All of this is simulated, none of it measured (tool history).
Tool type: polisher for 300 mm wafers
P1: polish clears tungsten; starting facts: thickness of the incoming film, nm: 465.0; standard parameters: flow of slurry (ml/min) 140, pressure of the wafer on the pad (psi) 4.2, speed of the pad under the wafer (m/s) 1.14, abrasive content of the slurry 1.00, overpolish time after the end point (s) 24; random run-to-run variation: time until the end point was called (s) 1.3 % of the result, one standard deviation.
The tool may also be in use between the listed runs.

run,hour,flow of slurry (ml/min),pressure of the wafer on the pad (psi),speed of the pad under the wafer (m/s),abrasive content of the slurry,overpolish time after the end point (s),wafers polished on this pad,hours since the slurry nozzle was cleaned,hours since the head pressure was calibrated,hours since the slurry blender was calibrated,hours since the slurry got fresh peroxide,time until the end point was called (s)
1,5.7,140,4.2,1.14,1.00,24,405,88.1,106.1,155.0,43.7,78.178
2,13.4,140,4.2,1.14,0.70,24,443,95.8,113.8,162.7,51.4,86.789
3,21.3,185,4.2,1.14,1.00,24,481,103.7,121.7,170.6,59.3,75.382
4,31.1,140,5.6,1.14,0.80,24,529,113.5,131.5,180.4,69.1,61.736
5,40.3,140,6.5,1.14,1.00,24,573,122.7,140.7,189.6,78.3,51.667
6,51.3,140,4.2,0.84,0.75,24,627,133.7,151.7,200.6,89.3,113.130
7,57.8,140,4.2,0.60,1.00,24,659,140.2,158.2,207.1,95.8,150.600
8,66.9,140,4.2,1.14,1.00,47,703,149.3,167.3,216.2,104.9,78.975
9,74.1,85,2.5,1.14,1.00,24,738,156.5,174.5,223.4,112.1,148.660
10,79.5,140,4.2,1.14,1.00,24,764,161.9,179.9,228.8,117.5,77.748
11,87.4,140,4.2,1.14,1.00,24,803,169.8,187.8,236.7,125.4,77.212
12,94.2,140,4.2,1.60,1.00,24,836,176.6,194.6,243.5,132.2,55.101
13,99.9,140,4.2,1.14,1.00,24,863,182.3,200.3,249.2,137.9,78.734

Run 14, settings as shown, results not yet in. Your forecast:
14,112.0,140,4.2,1.14,1.00,7,922,194.4,212.4,261.3,150.0,?

time until the end point was called (s): 77.844
